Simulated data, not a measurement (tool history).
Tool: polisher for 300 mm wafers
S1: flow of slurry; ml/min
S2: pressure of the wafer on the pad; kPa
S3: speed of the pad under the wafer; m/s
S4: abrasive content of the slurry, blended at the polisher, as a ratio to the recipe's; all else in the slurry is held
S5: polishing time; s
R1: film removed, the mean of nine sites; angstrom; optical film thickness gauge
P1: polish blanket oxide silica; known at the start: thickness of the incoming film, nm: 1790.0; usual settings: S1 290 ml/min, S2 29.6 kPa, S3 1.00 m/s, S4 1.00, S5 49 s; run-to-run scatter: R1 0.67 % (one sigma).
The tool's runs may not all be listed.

run 1 hour=9.2 | S1=290 S2=29.6 S3=1.00 S4=1.00 S5=49 | R1=1249.10
run 2 hour=19.6 | S1=290 S2=29.6 S3=1.36 S4=1.00 S5=49 | R1=1574.00
run 3 hour=32.1 | S1=290 S2=29.6 S3=1.00 S4=1.00 S5=28 | R1=713.84
run 4 hour=41.7 | S1=290 S2=29.6 S3=1.00 S4=1.40 S5=49 | R1=1428.60
run 5 hour=51.4 | S1=290 S2=29.6 S3=1.00 S4=1.00 S5=71 | R1=1805.80
run 6 hour=60.6 | S1=290 S2=29.6 S3=1.00 S4=1.00 S5=49 | R1=1238.50
run 7 hour=67.9 | S1=290 S2=29.6 S3=0.50 S4=1.00 S5=49 | R1=715.32
run 8 hour=80.3 | S1=290 S2=29.6 S3=1.00 S4=1.00 S5=49 | R1=1237.10
run 9 hour=86.4 | S1=290 S2=43.4 S3=1.00 S4=1.00 S5=49 | R1=1811.20
run 10 hour=94.0 | S1=450 S2=29.6 S3=1.00 S4=1.00 S5=49 | R1=1277.60
run 11 hour=103.7 | S1=290 S2=29.6 S3=1.00 S4=1.00 S5=49 | R1=1239.40
run 12 hour=116.7 | S1=175 S2=29.6 S3=1.00 S4=1.00 S5=49 | R1=1166.60
run 13 hour=128.5 | S1=290 S2=17.2 S3=1.00 S4=1.00 S5=49 | R1=716.67
run 14 hour=140.9 | S1=290 S2=29.6 S3=1.00 S4=1.00 S5=49 | R1=1234.00
run 15 hour=147.6 | S1=290 S2=14.5 S3=1.00 S4=1.35 S5=49 | R1=682.38
run 16 hour=159.4 | S1=290 S2=29.6 S3=1.00 S4=0.60 S5=49 | R1=937.91
run 17 hour=169.8 | S1=290 S2=29.6 S3=1.00 S4=1.00 S5=49 | R1=1240.30
run 18 hour=181.6 | S1=290 S2=29.6 S3=1.00 S4=1.00 S5=49 | R1=1162.50
run 19 hour=191.2 | S1=290 S2=29.6 S3=1.00 S4=1.00 S5=49 | R1=1150.40
run 20 hour=199.8 | S1=290 S2=29.6 S3=1.00 S4=1.00 S5=49 | R1=1115.90
run 21 hour=206.4 | S1=290 S2=29.6 S3=1.00 S4=1.00 S5=49 | R1=1114.10
run 22 hour=216.7 | S1=290 S2=29.6 S3=1.00 S4=1.00 S5=49 | R1=1098.00
-- hour=218.0 conditioning disc replaced and pad reconditioned
run 23 hour=225.5 | S1=290 S2=29.6 S3=1.00 S4=1.00 S5=49 | R1=1084.00
-- hour=228.1 head pressure recalibrated
run 24 hour=236.8 | S1=290 S2=29.6 S3=1.00 S4=1.00 S5=49 | R1=1082.90
run 25 hour=246.0 | S1=290 S2=29.6 S3=1.00 S4=1.00 S5=49 | R1=1101.10
run 26 hour=253.5 | S1=290 S2=29.6 S3=1.00 S4=1.00 S5=49 | R1=1081.20

What P1 gives has crept away from where it was. These 2 causes fit the log equally well, each at the size given:
A: abrasive missing from the slurry, % = 24.2
B: removal rate lost through wear of the pad, % = 12.6
The creep began at about hour 169.8.
Why every other cause is out:
slurry flow missing at the pad, %: at most 40, which would move R1 by -5.9 %: too little, or the wrong way
head's pressure below its setpoint, %: serviced at hour 228.1, which brought nothing back
time polished since the conditioner stopped cutting, s: serviced at hour 218.0, which brought nothing back

4 check runs are offered, each on 5 wafers whose results are averaged, their results left as question marks. Which one tells the causes apart?
run check 1 hour=261.0 | S1=350 S2=29.6 S3=0.70 S4=1.00 S5=49 | R1=?
run check 2 hour=261.0 | S1=175 S2=29.6 S3=1.00 S4=1.00 S5=49 | R1=?
run check 3 hour=261.0 | S1=175 S2=42.7 S3=1.00 S4=1.00 S5=49 | R1=?
run check 4 hour=261.0 | S1=290 S2=41.4 S3=1.00 S4=0.70 S5=49 | R1=?

What each check would give under each cause:
check=check_1 result=R1 if_A=827.42 if_B=828.11
check=check_2 result=R1 if_A=1020.80 if_B=1021.60
check=check_3 result=R1 if_A=1471.80 if_B=1473.10
check=check_4 result=R1 if_A=1234.60 if_B=1266.30
How far apart the two closest causes lie, in the result that separates them most: check 1 0.08 %; check 2 0.08 %; check 3 0.08 %; check 4 2.53 %
Only check 4 tells the causes apart: in the others they would give nearly the same result.

Then check 4 was run and gave: R1 1268.30 angstrom. Which cause is it?

It is B: removal rate lost through wear of the pad, %.
